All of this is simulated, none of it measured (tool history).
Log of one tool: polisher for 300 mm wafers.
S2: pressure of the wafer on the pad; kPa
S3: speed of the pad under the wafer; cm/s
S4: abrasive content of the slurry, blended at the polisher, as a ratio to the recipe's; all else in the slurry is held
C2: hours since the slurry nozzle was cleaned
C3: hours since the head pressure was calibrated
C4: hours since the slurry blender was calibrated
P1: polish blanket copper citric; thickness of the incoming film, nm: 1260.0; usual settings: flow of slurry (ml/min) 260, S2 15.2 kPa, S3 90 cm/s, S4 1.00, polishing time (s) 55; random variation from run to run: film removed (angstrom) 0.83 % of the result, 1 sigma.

run 1 hour=2.7 | flow_of_slurry_(ml/min)=260 S2=15.2 S3=90 S4=1.00 polishing_time_(s)=55 | wafers_polished_on_this_pad=381 C2=255.7 C3=879.9 C4=284.8 | film_removed_(angstrom)=974.74
run 2 hour=7.4 | flow_of_slurry_(ml/min)=260 S2=15.2 S3=130 S4=1.00 polishing_time_(s)=55 | wafers_polished_on_this_pad=416 C2=260.4 C3=884.6 C4=289.5 | film_removed_(angstrom)=1404.90
run 3 hour=12.4 | flow_of_slurry_(ml/min)=260 S2=15.2 S3=44 S4=1.00 polishing_time_(s)=55 | wafers_polished_on_this_pad=454 C2=265.4 C3=889.6 C4=294.5 | film_removed_(angstrom)=494.05
run 4 hour=16.1 | flow_of_slurry_(ml/min)=260 S2=15.2 S3=90 S4=1.00 polishing_time_(s)=55 | wafers_polished_on_this_pad=482 C2=269.1 C3=893.3 C4=298.2 | film_removed_(angstrom)=965.15
run 5 hour=19.0 | flow_of_slurry_(ml/min)=260 S2=7.6 S3=90 S4=1.00 polishing_time_(s)=55 | wafers_polished_on_this_pad=504 C2=272.0 C3=896.2 C4=301.1 | film_removed_(angstrom)=499.51
run 6 hour=23.2 | flow_of_slurry_(ml/min)=260 S2=10.3 S3=90 S4=1.30 polishing_time_(s)=55 | wafers_polished_on_this_pad=536 C2=276.2 C3=900.4 C4=305.3 | film_removed_(angstrom)=709.21
run 7 hour=26.4 | flow_of_slurry_(ml/min)=260 S2=15.2 S3=90 S4=1.00 polishing_time_(s)=70 | wafers_polished_on_this_pad=560 C2=279.4 C3=903.6 C4=308.5 | film_removed_(angstrom)=1259.40
run 8 hour=31.5 | flow_of_slurry_(ml/min)=260 S2=22.8 S3=90 S4=1.00 polishing_time_(s)=55 | wafers_polished_on_this_pad=598 C2=284.5 C3=908.7 C4=313.6 | film_removed_(angstrom)=1464.70
run 9 hour=36.5 | flow_of_slurry_(ml/min)=390 S2=15.2 S3=90 S4=1.00 polishing_time_(s)=55 | wafers_polished_on_this_pad=636 C2=289.5 C3=913.7 C4=318.6 | film_removed_(angstrom)=1021.70
run 10 hour=41.9 | flow_of_slurry_(ml/min)=155 S2=15.2 S3=90 S4=1.00 polishing_time_(s)=55 | wafers_polished_on_this_pad=677 C2=294.9 C3=919.1 C4=324.0 | film_removed_(angstrom)=895.50
run 11 hour=47.1 | flow_of_slurry_(ml/min)=260 S2=15.2 S3=90 S4=1.45 polishing_time_(s)=55 | wafers_polished_on_this_pad=716 C2=300.1 C3=924.3 C4=329.2 | film_removed_(angstrom)=1066.30
run 12 hour=52.5 | flow_of_slurry_(ml/min)=260 S2=15.2 S3=90 S4=1.00 polishing_time_(s)=55 | wafers_polished_on_this_pad=757 C2=305.5 C3=929.7 C4=334.6 | film_removed_(angstrom)=977.58
run 13 hour=57.4 | flow_of_slurry_(ml/min)=260 S2=15.2 S3=90 S4=1.00 polishing_time_(s)=55 | wafers_polished_on_this_pad=794 C2=310.4 C3=934.6 C4=339.5 | film_removed_(angstrom)=976.64
run 14 hour=60.9 | flow_of_slurry_(ml/min)=260 S2=22.8 S3=90 S4=1.00 polishing_time_(s)=40 | wafers_polished_on_this_pad=820 C2=313.9 C3=938.1 C4=343.0 | film_removed_(angstrom)=1044.60
run 15 hour=64.4 | flow_of_slurry_(ml/min)=260 S2=15.2 S3=90 S4=1.00 polishing_time_(s)=28 | wafers_polished_on_this_pad=847 C2=317.4 C3=941.6 C4=346.5 | film_removed_(angstrom)=500.12
run 16 hour=68.5 | flow_of_slurry_(ml/min)=260 S2=15.2 S3=90 S4=0.55 polishing_time_(s)=55 | wafers_polished_on_this_pad=878 C2=321.5 C3=945.7 C4=350.6 | film_removed_(angstrom)=864.18
run 17 hour=71.9 | flow_of_slurry_(ml/min)=260 S2=15.2 S3=90 S4=1.00 polishing_time_(s)=55 | wafers_polished_on_this_pad=903 C2=324.9 C3=949.1 C4=354.0 | film_removed_(angstrom)=979.55
run 18 hour=74.9 | flow_of_slurry_(ml/min)=260 S2=15.2 S3=90 S4=1.00 polishing_time_(s)=55 | wafers_polished_on_this_pad=926 C2=327.9 C3=952.1 C4=357.0 | film_removed_(angstrom)=961.38
run 19 hour=80.4 | flow_of_slurry_(ml/min)=260 S2=15.2 S3=90 S4=1.00 polishing_time_(s)=55 | wafers_polished_on_this_pad=968 C2=333.4 C3=957.6 C4=362.5 | film_removed_(angstrom)=945.84
-- hour=83.4 head pressure recalibrated
run 20 hour=85.9 | flow_of_slurry_(ml/min)=260 S2=15.2 S3=90 S4=1.00 polishing_time_(s)=55 | wafers_polished_on_this_pad=1009 C2=338.9 C3=2.6 C4=368.0 | film_removed_(angstrom)=923.68
run 21 hour=89.8 | flow_of_slurry_(ml/min)=260 S2=15.2 S3=90 S4=1.00 polishing_time_(s)=55 | wafers_polished_on_this_pad=1039 C2=342.8 C3=6.5 C4=371.9 | film_removed_(angstrom)=911.47
-- hour=91.4 slurry blender recalibrated
run 22 hour=94.2 | flow_of_slurry_(ml/min)=260 S2=15.2 S3=90 S4=1.00 polishing_time_(s)=55 | wafers_polished_on_this_pad=1072 C2=347.2 C3=10.9 C4=2.9 | film_removed_(angstrom)=919.16
run 23 hour=98.6 | flow_of_slurry_(ml/min)=260 S2=15.2 S3=90 S4=1.00 polishing_time_(s)=55 | wafers_polished_on_this_pad=1105 C2=351.6 C3=15.3 C4=7.3 | film_removed_(angstrom)=902.71

What P1 gives has crept away from where it was. These 2 causes fit the log equally well, each at the size given:
A: slurry flow missing at the pad, % = 39.4
B: removal rate lost through wear of the pad, % = 6.4
The creep began at about hour 71.9.
Why every other cause is out:
head's pressure below its setpoint, %: serviced at hour 83.4, which brought nothing back
abrasive missing from the slurry, %: serviced at hour 91.4, which brought nothing back

4 check runs are offered, each on 5 wafers whose results are averaged, their results left as question marks. Which one tells the causes apart?
run check 1 hour=103.0 | flow_of_slurry_(ml/min)=170 S2=15.2 S3=130 S4=1.00 polishing_time_(s)=55 | film_removed_(angstrom)=?
run check 2 hour=103.0 | flow_of_slurry_(ml/min)=260 S2=15.2 S3=90 S4=1.40 polishing_time_(s)=30 | film_removed_(angstrom)=?
run check 3 hour=103.0 | flow_of_slurry_(ml/min)=260 S2=8.3 S3=90 S4=1.00 polishing_time_(s)=55 | film_removed_(angstrom)=?
run check 4 hour=103.0 | flow_of_slurry_(ml/min)=260 S2=15.2 S3=62 S4=1.00 polishing_time_(s)=66 | film_removed_(angstrom)=?

What each check would give under each cause:
check=check_1 result=film_removed_(angstrom) if_A=1197.10 if_B=1235.80
check=check_2 result=film_removed_(angstrom) if_A=536.09 if_B=536.11
check=check_3 result=film_removed_(angstrom) if_A=513.03 if_B=513.05
check=check_4 result=film_removed_(angstrom) if_A=767.15 if_B=767.18
How far apart the two closest causes lie, in the result that separates them most: check 1 3.19 %; check 2 0 %; check 3 0 %; check 4 0 %
Check 1 tells the causes apart: in the others they would give nearly the same result.

Then check 1 was run and gave: film removed (angstrom) 1198.10. Which cause is it?

It is A: slurry flow missing at the pad, %.
